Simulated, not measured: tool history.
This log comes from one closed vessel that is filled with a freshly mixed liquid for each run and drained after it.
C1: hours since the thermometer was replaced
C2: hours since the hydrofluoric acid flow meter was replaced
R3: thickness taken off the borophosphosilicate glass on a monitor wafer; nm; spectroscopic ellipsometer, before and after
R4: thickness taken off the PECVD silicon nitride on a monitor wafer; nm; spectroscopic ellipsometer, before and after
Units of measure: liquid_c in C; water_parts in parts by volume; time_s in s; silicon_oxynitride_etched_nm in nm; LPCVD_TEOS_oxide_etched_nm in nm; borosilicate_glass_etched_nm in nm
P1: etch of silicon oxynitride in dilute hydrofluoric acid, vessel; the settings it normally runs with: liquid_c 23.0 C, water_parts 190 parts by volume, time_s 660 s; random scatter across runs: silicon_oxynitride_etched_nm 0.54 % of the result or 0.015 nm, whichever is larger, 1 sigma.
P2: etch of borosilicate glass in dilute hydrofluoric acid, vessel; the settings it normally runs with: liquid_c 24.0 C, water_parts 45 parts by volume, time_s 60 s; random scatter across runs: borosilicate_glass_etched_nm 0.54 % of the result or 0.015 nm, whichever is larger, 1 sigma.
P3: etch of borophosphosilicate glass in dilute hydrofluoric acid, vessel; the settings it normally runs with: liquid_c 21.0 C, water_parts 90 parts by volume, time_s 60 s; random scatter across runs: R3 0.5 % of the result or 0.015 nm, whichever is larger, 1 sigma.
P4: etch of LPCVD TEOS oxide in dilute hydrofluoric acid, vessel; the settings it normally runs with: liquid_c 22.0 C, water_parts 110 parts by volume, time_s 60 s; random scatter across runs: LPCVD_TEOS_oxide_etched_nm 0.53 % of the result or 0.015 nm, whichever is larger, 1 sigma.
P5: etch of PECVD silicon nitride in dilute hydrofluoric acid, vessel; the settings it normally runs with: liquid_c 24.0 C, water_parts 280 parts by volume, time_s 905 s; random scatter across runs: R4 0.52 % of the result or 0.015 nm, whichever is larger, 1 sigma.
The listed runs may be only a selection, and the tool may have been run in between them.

{"run": 1, "hour": 3.0, "process": "P1", "liquid_c": 23.0, "water_parts": 190, "time_s": 660, "C1": 1399.6, "C2": 1042.4, "silicon_oxynitride_etched_nm": 14.739}
{"run": 2, "hour": 8.2, "process": "P4", "liquid_c": 22.0, "water_parts": 110, "time_s": 85, "C1": 1404.8, "C2": 1047.6, "LPCVD_TEOS_oxide_etched_nm": 39.196}
{"run": 3, "hour": 12.6, "process": "P1", "liquid_c": 23.0, "water_parts": 190, "time_s": 1070, "C1": 1409.2, "C2": 1052.0, "silicon_oxynitride_etched_nm": 23.968}
{"run": 4, "hour": 17.2, "process": "P3", "liquid_c": 21.0, "water_parts": 90, "time_s": 60, "C1": 1413.8, "C2": 1056.6, "R3": 43.463}
{"run": 5, "hour": 22.6, "process": "P5", "liquid_c": 24.0, "water_parts": 280, "time_s": 905, "C1": 1419.2, "C2": 1062.0, "R4": 10.911}
{"run": 6, "hour": 28.2, "process": "P1", "liquid_c": 17.5, "water_parts": 190, "time_s": 660, "C1": 1424.8, "C2": 1067.6, "silicon_oxynitride_etched_nm": 11.379}
{"run": 7, "hour": 34.3, "process": "P1", "liquid_c": 23.0, "water_parts": 80, "time_s": 45, "C1": 1430.9, "C2": 1073.7, "silicon_oxynitride_etched_nm": 2.6482}
{"run": 8, "hour": 39.1, "process": "P1", "liquid_c": 23.0, "water_parts": 30, "time_s": 660, "C1": 1435.7, "C2": 1078.5, "silicon_oxynitride_etched_nm": 105.03}
{"run": 9, "hour": 42.7, "process": "P1", "liquid_c": 23.0, "water_parts": 190, "time_s": 660, "C1": 1439.3, "C2": 1082.1, "silicon_oxynitride_etched_nm": 14.819}
{"run": 10, "hour": 48.4, "process": "P2", "liquid_c": 24.0, "water_parts": 45, "time_s": 60, "C1": 1445.0, "C2": 1087.8, "borosilicate_glass_etched_nm": 25.686}
{"run": 11, "hour": 52.6, "process": "P1", "liquid_c": 23.0, "water_parts": 190, "time_s": 660, "C1": 1449.2, "C2": 1092.0, "silicon_oxynitride_etched_nm": 14.766}
{"run": 12, "hour": 55.9, "process": "P4", "liquid_c": 28.0, "water_parts": 110, "time_s": 60, "C1": 1452.5, "C2": 1095.3, "LPCVD_TEOS_oxide_etched_nm": 35.013}
{"run": 13, "hour": 62.1, "process": "P2", "liquid_c": 24.0, "water_parts": 45, "time_s": 105, "C1": 1458.7, "C2": 1101.5, "borosilicate_glass_etched_nm": 45.001}
{"run": 14, "hour": 66.4, "process": "P2", "liquid_c": 28.5, "water_parts": 45, "time_s": 60, "C1": 1463.0, "C2": 1105.8, "borosilicate_glass_etched_nm": 30.83}
{"run": 15, "hour": 69.2, "process": "P3", "liquid_c": 21.0, "water_parts": 90, "time_s": 60, "C1": 1465.8, "C2": 1108.6, "R3": 43.788}
{"run": 16, "hour": 75.4, "process": "P4", "liquid_c": 22.0, "water_parts": 60, "time_s": 60, "C1": 1472.0, "C2": 1114.8, "LPCVD_TEOS_oxide_etched_nm": 53.982}
{"run": 17, "hour": 80.1, "process": "P3", "liquid_c": 21.0, "water_parts": 90, "time_s": 30, "C1": 1476.7, "C2": 1119.5, "R3": 21.828}
{"run": 18, "hour": 85.0, "process": "P5", "liquid_c": 31.0, "water_parts": 280, "time_s": 905, "C1": 1481.6, "C2": 1124.4, "R4": 16.602}
{"run": 19, "hour": 90.3, "process": "P1", "liquid_c": 23.0, "water_parts": 190, "time_s": 90, "C1": 1486.9, "C2": 1129.7, "silicon_oxynitride_etched_nm": 2.0103}
{"run": 20, "hour": 94.0, "process": "P3", "liquid_c": 21.0, "water_parts": 40, "time_s": 60, "C1": 1490.6, "C2": 1133.4, "R3": 104.36}
{"run": 21, "hour": 100.2, "process": "P5", "liquid_c": 24.0, "water_parts": 280, "time_s": 905, "C1": 1496.8, "C2": 1139.6, "R4": 10.915}
{"run": 22, "hour": 104.1, "process": "P2", "liquid_c": 24.0, "water_parts": 45, "time_s": 60, "C1": 1500.7, "C2": 1143.5, "borosilicate_glass_etched_nm": 25.848}
{"run": 23, "hour": 107.0, "process": "P1", "liquid_c": 31.0, "water_parts": 190, "time_s": 660, "C1": 1503.6, "C2": 1146.4, "silicon_oxynitride_etched_nm": 21.081}
{"run": 24, "hour": 111.9, "process": "P5", "liquid_c": 24.0, "water_parts": 405, "time_s": 905, "C1": 1508.5, "C2": 1151.3, "R4": 7.5893}
{"run": 25, "hour": 115.1, "process": "P2", "liquid_c": 24.0, "water_parts": 25, "time_s": 60, "C1": 1511.7, "C2": 1154.5, "borosilicate_glass_etched_nm": 47.536}
{"run": 26, "hour": 118.3, "process": "P1", "liquid_c": 23.0, "water_parts": 275, "time_s": 660, "C1": 1514.9, "C2": 1157.7, "silicon_oxynitride_etched_nm": 9.6608}
{"run": 27, "hour": 122.5, "process": "P4", "liquid_c": 22.0, "water_parts": 110, "time_s": 60, "C1": 1519.1, "C2": 1161.9, "LPCVD_TEOS_oxide_etched_nm": 28.075}

Run 28 is up next; what results do you expect?
{"run": 28, "hour": 127.2, "process": "P5", "liquid_c": 24.0, "water_parts": 280, "time_s": 215, "C1": 1523.8, "C2": 1166.6, "R4": "?"}

{"run 28": {"R4": 2.575}}
